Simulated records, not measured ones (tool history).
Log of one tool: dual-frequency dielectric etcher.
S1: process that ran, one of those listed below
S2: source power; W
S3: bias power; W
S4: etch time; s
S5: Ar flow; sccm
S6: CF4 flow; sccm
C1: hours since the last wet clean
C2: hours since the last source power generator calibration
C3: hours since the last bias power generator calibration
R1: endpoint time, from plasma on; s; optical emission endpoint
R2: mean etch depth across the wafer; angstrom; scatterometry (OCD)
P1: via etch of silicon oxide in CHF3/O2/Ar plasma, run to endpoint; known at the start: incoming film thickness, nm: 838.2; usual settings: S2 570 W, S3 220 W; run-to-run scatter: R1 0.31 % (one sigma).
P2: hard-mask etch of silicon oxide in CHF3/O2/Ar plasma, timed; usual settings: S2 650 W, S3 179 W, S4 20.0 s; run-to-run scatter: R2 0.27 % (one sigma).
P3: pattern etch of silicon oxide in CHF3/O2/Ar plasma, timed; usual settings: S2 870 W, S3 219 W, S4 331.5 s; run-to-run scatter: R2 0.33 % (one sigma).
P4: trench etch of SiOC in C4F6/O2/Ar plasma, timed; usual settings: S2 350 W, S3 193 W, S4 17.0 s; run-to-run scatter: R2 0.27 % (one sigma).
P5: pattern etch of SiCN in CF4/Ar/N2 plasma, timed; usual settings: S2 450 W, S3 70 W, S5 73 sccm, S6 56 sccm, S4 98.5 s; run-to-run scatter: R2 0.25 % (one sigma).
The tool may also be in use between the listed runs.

run 1 day=0.258 | S1=P1 S2=570 S3=220 | C1=310.8 C2=1239.3 C3=2132.8 | R1=398.41
run 2 day=0.679 | S1=P2 S2=650 S3=179 S4=20.0 | C1=320.9 C2=1249.4 C3=2142.9 | R2=407.13
run 3 day=1.104 | S1=P1 S2=570 S3=309 | C1=331.1 C2=1259.6 C3=2153.1 | R1=353.77
run 4 day=1.304 | S1=P4 S2=350 S3=193 S4=17.0 | C1=335.9 C2=1264.4 C3=2157.9 | R2=336.03
-- day=1.546 source power generator calibrated
run 5 day=1.571 | S1=P5 S2=450 S3=49 S4=98.5 S5=73 S6=56 | C1=342.3 C2=0.7 C3=2164.3 | R2=758.72
run 6 day=1.804 | S1=P1 S2=570 S3=139 | C1=347.9 C2=6.3 C3=2169.9 | R1=464.21
run 7 day=2.075 | S1=P1 S2=570 S3=220 | C1=354.4 C2=12.8 C3=2176.4 | R1=401.63
run 8 day=2.429 | S1=P5 S2=450 S3=70 S4=98.5 S5=44 S6=56 | C1=362.9 C2=21.3 C3=2184.9 | R2=911.75
run 9 day=2.700 | S1=P1 S2=450 S3=220 | C1=369.4 C2=27.8 C3=2191.4 | R1=436.71
run 10 day=3.075 | S1=P2 S2=410 S3=179 S4=20.0 | C1=378.4 C2=36.8 C3=2200.4 | R2=341.23
run 11 day=3.533 | S1=P5 S2=580 S3=70 S4=98.5 S5=73 S6=56 | C1=389.4 C2=47.8 C3=2211.4 | R2=1068.60
run 12 day=3.762 | S1=P1 S2=790 S3=150 | C1=394.9 C2=53.3 C3=2216.9 | R1=400.18
run 13 day=4.171 | S1=P1 S2=730 S3=220 | C1=404.7 C2=63.1 C3=2226.7 | R1=365.06
run 14 day=4.496 | S1=P4 S2=220 S3=193 S4=17.0 | C1=412.5 C2=70.9 C3=2234.5 | R2=281.01
run 15 day=4.892 | S1=P4 S2=350 S3=193 S4=21.0 | C1=422.0 C2=80.4 C3=2244.0 | R2=415.55
run 16 day=5.304 | S1=P1 S2=570 S3=220 | C1=431.9 C2=90.3 C3=2253.9 | R1=398.08
run 17 day=5.762 | S1=P1 S2=780 S3=153 | C1=442.9 C2=101.3 C3=2264.9 | R1=400.10
run 18 day=6.121 | S1=P1 S2=680 S3=134 | C1=451.5 C2=109.9 C3=2273.5 | R1=440.22
run 19 day=6.458 | S1=P2 S2=650 S3=116 S4=20.0 | C1=459.6 C2=118.0 C3=2281.6 | R2=353.51
run 20 day=6.871 | S1=P5 S2=450 S3=70 S4=58.0 S5=73 S6=56 | C1=469.5 C2=127.9 C3=2291.5 | R2=501.79
run 21 day=7.112 | S1=P1 S2=570 S3=220 | C1=475.3 C2=133.7 C3=2297.3 | R1=400.54
run 22 day=7.500 | S1=P3 S2=870 S3=177 S4=331.5 | C1=484.6 C2=143.0 C3=2306.6 | R2=7305.60
run 23 day=7.833 | S1=P5 S2=450 S3=70 S4=98.5 S5=73 S6=56 | C1=492.6 C2=151.0 C3=2314.6 | R2=852.20
run 24 day=8.058 | S1=P3 S2=870 S3=219 S4=185.0 | C1=498.0 C2=156.4 C3=2320.0 | R2=4356.80
run 25 day=8.442 | S1=P3 S2=510 S3=219 S4=331.5 | C1=507.2 C2=165.6 C3=2329.2 | R2=6431.80
run 26 day=8.808 | S1=P5 S2=450 S3=70 S4=98.5 S5=73 S6=73 | C1=516.0 C2=174.4 C3=2338.0 | R2=883.08
run 27 day=9.142 | S1=P3 S2=870 S3=219 S4=331.5 | C1=524.0 C2=182.4 C3=2346.0 | R2=7823.30
run 28 day=9.400 | S1=P2 S2=650 S3=179 S4=11.0 | C1=530.2 C2=188.6 C3=2352.2 | R2=223.41
run 29 day=9.721 | S1=P4 S2=350 S3=228 S4=17.0 | C1=537.9 C2=196.3 C3=2359.9 | R2=354.44
run 30 day=10.071 | S1=P1 S2=570 S3=220 | C1=546.3 C2=204.7 C3=2368.3 | R1=399.28
run 31 day=10.321 | S1=P5 S2=450 S3=70 S4=98.5 S5=73 S6=56 | C1=552.3 C2=210.7 C3=2374.3 | R2=853.77
run 32 day=10.638 | S1=P1 S2=570 S3=220 | C1=559.9 C2=218.3 C3=2381.9 | R1=398.80
run 33 day=10.967 | S1=P1 S2=570 S3=220 | C1=567.8 C2=226.2 C3=2389.8 | R1=400.38
run 34 day=11.179 | S1=P1 S2=570 S3=220 | C1=572.9 C2=231.3 C3=2394.9 | R1=400.43
run 35 day=11.421 | S1=P1 S2=570 S3=220 | C1=578.7 C2=237.1 C3=2400.7 | R1=401.23
run 36 day=11.875 | S1=P1 S2=570 S3=220 | C1=589.6 C2=248.0 C3=2411.6 | R1=404.69
run 37 day=12.250 | S1=P1 S2=570 S3=220 | C1=598.6 C2=257.0 C3=2420.6 | R1=406.18
-- day=12.254 wet clean of the chamber
run 38 day=12.600 | S1=P1 S2=570 S3=220 | C1=8.3 C2=265.4 C3=2429.0 | R1=405.31
run 39 day=12.842 | S1=P1 S2=570 S3=220 | C1=14.1 C2=271.2 C3=2434.8 | R1=404.39
run 40 day=13.271 | S1=P1 S2=570 S3=220 | C1=24.4 C2=281.5 C3=2445.1 | R1=408.42
run 41 day=13.625 | S1=P1 S2=570 S3=220 | C1=32.9 C2=290.0 C3=2453.6 | R1=405.41

What P1 gives has crept away from where it was. These 2 causes fit the log equally well, each at the size given:
A: source power that arrives under what is set, % = 3.99
B: bias power that arrives under what is set, % = 4.31
The creep began at about day 10.638.
Why every other cause is out:
chamber walls in a state that lowers the etch rate, %: serviced at day 12.254, which brought nothing back

4 check runs are offered, one wafer each, their results left as question marks. Which one tells the causes apart?
run check 1 day=13.979 | S1=P5 S2=450 S3=70 S4=98.5 S5=73 S6=56 | R2=?
run check 2 day=13.979 | S1=P3 S2=870 S3=219 S4=331.5 | R2=?
run check 3 day=13.979 | S1=P4 S2=350 S3=193 S4=17.0 | R2=?
run check 4 day=13.979 | S1=P2 S2=650 S3=179 S4=20.0 | R2=?

What each check would give under each cause:
check=check_1 result=R2 if_A=822.73 if_B=840.14
check=check_2 result=R2 if_A=7708.00 if_B=7712.30
check=check_3 result=R2 if_A=330.31 if_B=330.81
check=check_4 result=R2 if_A=400.85 if_B=401.23
How far apart the two closest causes lie, in the result that separates them most: check 1 2.09 %; check 2 0.06 %; check 3 0.15 %; check 4 0.1 %
Only check 1 tells the causes apart: in the others they would give nearly the same result.

Check 1 was then run and gave: R2 823.84 angstrom. Which cause is it?

It is A: source power that arrives under what is set, %.

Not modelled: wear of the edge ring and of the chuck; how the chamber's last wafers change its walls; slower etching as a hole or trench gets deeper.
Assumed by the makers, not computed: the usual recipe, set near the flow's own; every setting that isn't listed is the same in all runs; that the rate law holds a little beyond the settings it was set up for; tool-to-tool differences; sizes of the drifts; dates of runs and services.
